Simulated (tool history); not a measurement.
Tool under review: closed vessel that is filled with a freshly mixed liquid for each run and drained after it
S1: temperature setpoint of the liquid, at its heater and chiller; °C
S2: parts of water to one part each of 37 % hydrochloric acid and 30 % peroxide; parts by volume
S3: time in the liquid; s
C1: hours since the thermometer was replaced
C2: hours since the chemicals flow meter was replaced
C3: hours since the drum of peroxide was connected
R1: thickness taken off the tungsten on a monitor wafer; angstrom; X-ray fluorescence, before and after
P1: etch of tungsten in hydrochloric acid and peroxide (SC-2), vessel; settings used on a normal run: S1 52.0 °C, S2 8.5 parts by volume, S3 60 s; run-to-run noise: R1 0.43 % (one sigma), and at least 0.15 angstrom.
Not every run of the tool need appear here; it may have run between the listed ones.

run   hour    S1    S2   S3     C1      C2      C3       R1
  1    9.5  52.0   8.5   60  577.9  1452.5   904.4  142.480
  2   19.7  52.0   8.5   60  588.1  1462.7   914.6  143.050
  3   28.2  52.0   8.5   60  596.6  1471.2   923.1  142.670
  4   36.7  62.0   8.5   30  605.1  1479.7   931.6  135.760
  5   45.4  66.5   8.5   35  613.8  1488.4   940.3  206.850
  6   53.4  52.0   8.5   30  621.8  1496.4   948.3   70.659
  7   61.6  52.0   8.5  120  630.0  1504.6   956.5  285.940
  8   71.1  64.5   8.5   60  639.5  1514.1   966.0  313.820
  9   84.4  52.0   8.5   60  652.8  1527.4   979.3  142.740
      91.1  -- thermometer replaced
 10   97.5  62.0   8.5   30    6.5  1540.5   992.4  134.710
 11  112.1  52.0   4.0   60   21.1  1555.1  1007.0  249.400
 12  124.8  52.0   8.5   60   33.8  1567.8  1019.7  142.010
 13  139.3  39.5   8.5   60   48.3  1582.3  1034.2   60.365
 14  153.3  52.0  13.0   60   62.3  1596.3  1048.2   99.700
 15  166.9  52.0   8.5   60   75.9  1609.9  1061.8  142.940
 16  176.1  52.0   8.5   60   85.1  1619.1  1071.0  144.860
 17  190.5  52.0   8.5   60   99.5  1633.5  1085.4  149.910
 18  197.9  52.0   8.5   60  106.9  1640.9  1092.8  151.270
 19  207.5  52.0   8.5   60  116.5  1650.5  1102.4  152.510
 20  215.4  52.0   8.5   60  124.4  1658.4  1110.3  153.100
 21  229.0  52.0   8.5   60  138.0  1672.0  1123.9  154.640
 22  242.6  52.0   8.5   60  151.6  1685.6  1137.5  155.080
 23  251.7  52.0   8.5   60  160.7  1694.7  1146.6  154.890
 24  266.7  52.0   8.5   60  175.7  1709.7  1161.6  154.570

P1 no longer gives what it gave before; its output has crept away from where it was. The following 2 causes, each at its listed size, fit the log equally well:
A: chemicals flow above the setpoint (%) = 10.6
B: liquid hotter than its thermometer reads (K) = 1.23
At approximately hour 166.9, the process output began to creep.
Each remaining cause and why it is not a fit:
peroxide weaker than its label (%): at most 8, giving a -7.3 % change in R1: too small, or against the direction of the creep

Which of the check runs below tells the causes apart, meaning the causes would give it clearly different results? Each run uses 3 wafers whose results are averaged, and each result is shown as a question mark.
check 1  281.7  45.5  8.5   60               ?
check 2  281.7  40.5  4.0   60               ?
check 3  281.7  41.0  8.5   60               ?
check 4  281.7  57.5  8.5  115               ?

Expected result of each check under each candidate cause:
  check  result     if A     if B
check 1      R1   99.807  100.130
check 2      R1  121.470  124.020
check 3      R1   72.984   73.397
check 4      R1  422.770  421.610
Smallest distance between any two causes, each pair judged by its most separating result, in per cent: check 1 0.32 %; check 2 2.08 %; check 3 0.56 %; check 4 0.28 %
Only check 2 tells the causes apart: in the others they would give nearly the same result.

Then check 2 was run and gave: R1 122.100 angstrom. Which cause is it?

It is A: chemicals flow above the setpoint (%).

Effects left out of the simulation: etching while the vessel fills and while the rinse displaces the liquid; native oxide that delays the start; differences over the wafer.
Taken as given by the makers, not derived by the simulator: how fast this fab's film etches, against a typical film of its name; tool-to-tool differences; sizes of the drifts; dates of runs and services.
